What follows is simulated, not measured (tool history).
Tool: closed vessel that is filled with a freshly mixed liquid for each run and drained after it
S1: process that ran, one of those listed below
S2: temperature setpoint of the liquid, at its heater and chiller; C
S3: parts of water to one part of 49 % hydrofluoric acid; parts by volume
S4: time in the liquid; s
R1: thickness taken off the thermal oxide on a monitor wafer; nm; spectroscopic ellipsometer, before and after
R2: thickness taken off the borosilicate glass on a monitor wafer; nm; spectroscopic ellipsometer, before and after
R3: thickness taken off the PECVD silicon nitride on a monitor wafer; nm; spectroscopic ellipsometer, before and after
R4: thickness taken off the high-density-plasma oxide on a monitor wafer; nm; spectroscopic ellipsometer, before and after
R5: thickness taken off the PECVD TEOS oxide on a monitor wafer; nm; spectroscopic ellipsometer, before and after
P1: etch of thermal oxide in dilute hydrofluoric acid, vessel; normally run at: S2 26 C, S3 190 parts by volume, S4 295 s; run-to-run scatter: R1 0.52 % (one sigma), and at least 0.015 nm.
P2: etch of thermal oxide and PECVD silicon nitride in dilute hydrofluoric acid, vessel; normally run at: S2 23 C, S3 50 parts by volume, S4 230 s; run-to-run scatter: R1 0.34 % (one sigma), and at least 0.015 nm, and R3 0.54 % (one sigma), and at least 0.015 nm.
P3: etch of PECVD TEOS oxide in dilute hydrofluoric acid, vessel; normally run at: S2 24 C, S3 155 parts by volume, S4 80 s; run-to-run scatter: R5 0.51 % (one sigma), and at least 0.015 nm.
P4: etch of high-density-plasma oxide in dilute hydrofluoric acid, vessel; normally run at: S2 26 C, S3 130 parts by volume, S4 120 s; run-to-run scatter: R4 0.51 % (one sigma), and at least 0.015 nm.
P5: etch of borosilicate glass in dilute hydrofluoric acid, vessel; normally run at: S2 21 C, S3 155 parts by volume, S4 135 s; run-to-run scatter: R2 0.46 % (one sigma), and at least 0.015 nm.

run   hour  S1    S2   S3   S4       R1      R2      R3      R4      R5
  1    4.3  P1    26  190  295   7.3161
  2   10.2  P1    26   95  295   16.469
  3   16.1  P1    26  190  295   7.3287
  4   20.8  P5    21   95  135           45.741
  5   24.4  P2    23   50  125    11.83          13.266
  6   30.8  P4    26  130  120                           5.8739
  7   36.9  P1    26  190  295   7.2837
  8   40.3  P1    26  190   30  0.74776
  9   47.3  P4    26  130  120                           5.8692
 10   51.6  P3    24  155   80                                   8.1977
 11   54.8  P4  22.5  130  120                            5.118
 12   61.6  P5    21  155  235           45.666
 13   68.4  P1    26  190  295    7.298
 14   72.2  P3    24  155  130                                   13.128
 15   76.6  P2    23   50  230   22.043           24.28
 16   80.3  P4    26  130  185                           9.0552
 17   86.5  P1    26  190  505   12.578
 18   90.8  P1    33  190  295   9.3165
 19   97.3  P1    20  190  295   5.8885
 20  100.5  P5    25  155  135           30.662
 21  107.1  P3  30.5  155   80                                   10.405
 22  110.2  P1    33  190  420   13.219
 23  116.1  P2    19   50  230   18.524          18.465
 24  121.4  P4    26  205  120                           3.3876
     126.6  -- thermometer replaced
 25  126.9  P2    23   50  230   21.988          24.659
 26  132.7  P3    24   30   80                                   48.929
 27  139.1  P1    26  190  295   7.3308
 28  143.3  P5    21  155  135           26.389
 29  149.7  P2    23   20  230   56.791          59.285
 30  154.2  P1    26  270  295   4.7226
 31  159.1  P1    26  190  295   7.2759
 32  165.7  P1    26  190  295   7.4792
 33  169.4  P1    26  190  295   7.6187
 34    176  P1    26  190  295   7.6663
 35  182.3  P1    26  190  295   7.6599
 36  188.3  P1    26  190  295   7.7886
 37  192.7  P1    26  190  295   7.7814
 38  199.3  P1    26  190  295   7.7997
 39  204.5  P1    26  190  295   7.7204
 40  210.1  P1    26  190  295   7.7814

What P1 gives has crept away from where it was. These 2 causes fit the log equally well, each at the size given:
A: hydrofluoric acid flow above the setpoint (%) = 5.75
B: liquid hotter than its thermometer reads (K) = 1.88
The creep began at about hour 159.1.

4 check runs are offered, one wafer each, their results left as question marks. Which one tells the causes apart?
check 1  215.7  P3  24  155   80                   ?
check 2  215.7  P2  23   50  230   ?       ?
check 3  215.7  P4  26  130  120               ?
check 4  215.7  P5  21  155  135       ?

What each check would give under each cause:
  check  result    if A    if B
check 1      R5  8.7306  8.7778
check 2      R1  23.267  23.689
check 2      R3  25.753  27.682
check 3      R4  6.2664  6.3051
check 4      R2  28.052  28.285
How far apart the two closest causes lie, in the result that separates them most: check 1 0.54 %; check 2 7.22 %; check 3 0.62 %; check 4 0.82 %
Check 2 tells the causes apart: in the others they would give nearly the same result.

Then check 2 was run and gave: R1 23.143 nm; R3 26.026 nm. Which cause is it?

It is A: hydrofluoric acid flow above the setpoint (%).
